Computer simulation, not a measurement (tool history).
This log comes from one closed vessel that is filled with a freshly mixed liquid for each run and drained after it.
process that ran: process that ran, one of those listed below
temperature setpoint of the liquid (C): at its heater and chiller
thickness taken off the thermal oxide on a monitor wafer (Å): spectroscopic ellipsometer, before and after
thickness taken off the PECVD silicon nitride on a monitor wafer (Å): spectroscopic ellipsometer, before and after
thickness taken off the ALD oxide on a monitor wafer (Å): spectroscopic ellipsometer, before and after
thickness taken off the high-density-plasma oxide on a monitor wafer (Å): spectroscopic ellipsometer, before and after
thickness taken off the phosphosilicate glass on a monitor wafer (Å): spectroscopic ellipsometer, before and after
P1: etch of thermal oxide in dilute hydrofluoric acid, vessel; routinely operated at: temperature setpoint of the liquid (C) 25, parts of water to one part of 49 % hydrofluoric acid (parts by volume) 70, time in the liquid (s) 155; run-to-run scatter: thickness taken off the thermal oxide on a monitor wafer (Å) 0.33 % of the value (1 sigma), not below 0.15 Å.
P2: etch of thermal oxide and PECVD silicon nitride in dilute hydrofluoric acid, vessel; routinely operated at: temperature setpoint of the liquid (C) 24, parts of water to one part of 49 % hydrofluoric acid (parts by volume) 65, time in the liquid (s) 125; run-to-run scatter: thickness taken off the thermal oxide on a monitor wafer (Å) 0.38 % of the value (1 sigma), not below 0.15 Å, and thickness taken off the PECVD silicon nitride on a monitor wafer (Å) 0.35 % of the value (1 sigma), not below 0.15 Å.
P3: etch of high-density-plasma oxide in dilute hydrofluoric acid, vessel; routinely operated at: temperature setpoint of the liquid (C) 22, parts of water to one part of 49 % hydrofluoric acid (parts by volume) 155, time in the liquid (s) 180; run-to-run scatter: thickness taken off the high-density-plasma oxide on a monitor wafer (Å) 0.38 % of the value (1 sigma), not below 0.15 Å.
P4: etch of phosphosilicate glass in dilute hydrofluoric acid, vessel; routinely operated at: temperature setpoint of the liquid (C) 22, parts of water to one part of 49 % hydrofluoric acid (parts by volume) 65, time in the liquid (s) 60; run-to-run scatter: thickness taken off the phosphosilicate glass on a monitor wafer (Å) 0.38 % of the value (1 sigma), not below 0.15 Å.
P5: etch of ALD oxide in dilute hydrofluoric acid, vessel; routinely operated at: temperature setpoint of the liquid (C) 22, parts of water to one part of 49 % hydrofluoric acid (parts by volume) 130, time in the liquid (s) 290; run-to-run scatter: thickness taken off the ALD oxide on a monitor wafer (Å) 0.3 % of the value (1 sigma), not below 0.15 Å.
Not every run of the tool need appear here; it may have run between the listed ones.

run   hour  process that ran  temperature setpoint of the liquid (C)  parts of water to one part of 49 % hydrofluoric acid (parts by volume)  time in the liquid (s)  hours since the thermometer was replaced  hours since the hydrofluoric acid flow meter was replaced  thickness taken off the thermal oxide on a monitor wafer (Å)  thickness taken off the PECVD silicon nitride on a monitor wafer (Å)  thickness taken off the ALD oxide on a monitor wafer (Å)  thickness taken off the high-density-plasma oxide on a monitor wafer (Å)  thickness taken off the phosphosilicate glass on a monitor wafer (Å)
  1      3                P1                                      25                                                                      70                     155                                       126                                                      643.9                                                        120.62
  2    9.5                P1                                      25                                                                      25                     155                                     132.5                                                      650.4                                                        359.93
  3   16.1                P1                                      25                                                                      70                     155                                     139.1                                                        657                                                        121.48
  4   19.7                P1                                      25                                                                      70                     295                                     142.7                                                      660.6                                                        231.26
  5   24.7                P2                                      24                                                                      65                     230                                     147.7                                                      665.6                                                        185.95                                                                140.13
  6   30.5                P5                                      22                                                                     130                     580                                     153.5                                                      671.4                                                                                                                                                                                        654.25
  7   37.1                P5                                      22                                                                     130                     290                                     160.1                                                        678                                                                                                                                                                                        328.47
  8   42.5                P3                                      22                                                                     155                      30                                     165.5                                                      683.4                                                                                                                                                                                                                                                                  17.003
  9   49.1                P1                                      25                                                                      70                     155                                     172.1                                                        690                                                        121.73
 10   55.2                P4                                      22                                                                      90                      60                                     178.2                                                      696.1                                                                                                                                                                                                                                                                                                                                        718.98
 11   60.9                P2                                      24                                                                      90                     125                                     183.9                                                      701.8                                                        70.757                                                                54.828
 12   66.8                P5                                      30                                                                     130                     290                                     189.8                                                      707.7                                                                                                                                                                                        442.07
 13   70.9                P2                                      28                                                                      65                     125                                     193.9                                                      711.8                                                        118.75                                                                99.657
 14   74.2                P1                                      25                                                                      70                     155                                     197.2                                                      715.1                                                        121.81
 15   78.9                P5                                      22                                                                     235                     290                                     201.9                                                      719.8                                                                                                                                                                                         161.8
 16   83.8                P1                                    29.5                                                                      70                     155                                     206.8                                                      724.7                                                        145.56
 17   87.6                P1                                      25                                                                     130                     155                                     210.6                                                      728.5                                                        60.938
 18     92                P3                                      22                                                                     155                     180                                       215                                                      732.9                                                                                                                                                                                                                                                                  101.32
 19   98.3                P1                                      19                                                                      70                     155                                     221.3                                                      739.2                                                         94.49
 20  101.4                P1                                      31                                                                      70                      30                                     224.4                                                      742.3                                                        29.666
 21  107.8                P1                                    20.5                                                                      70                      45                                     230.8                                                      748.7                                                         29.11
 22  112.7                P4                                      22                                                                      65                      30                                     235.7                                                      753.6                                                                                                                                                                                                                                                                                                                                         511.4
 23  116.8                P4                                      22                                                                      65                      60                                     239.8                                                      757.7                                                                                                                                                                                                                                                                                                                                        1024.2
 24  121.3                P3                                      22                                                                     245                     180                                     244.3                                                      762.2                                                                                                                                                                                                                                                                   57.93
 25  127.6                P4                                      17                                                                      65                      60                                     250.6                                                      768.5                                                                                                                                                                                                                                                                                                                                        829.56
 26    134                P3                                      17                                                                     155                     180                                       257                                                      774.9                                                                                                                                                                                                                                                                   83.08
 27  139.8                P5                                      22                                                                     130                     290                                     262.8                                                      780.7                                                                                                                                                                                        326.12

What will run 28 give?
 28  142.7                P1                                      25                                                                      70                      30                                     265.7                                                      783.6                                                             ?

{"run 28": {"thickness taken off the thermal oxide on a monitor wafer (Å)": 23.704}}
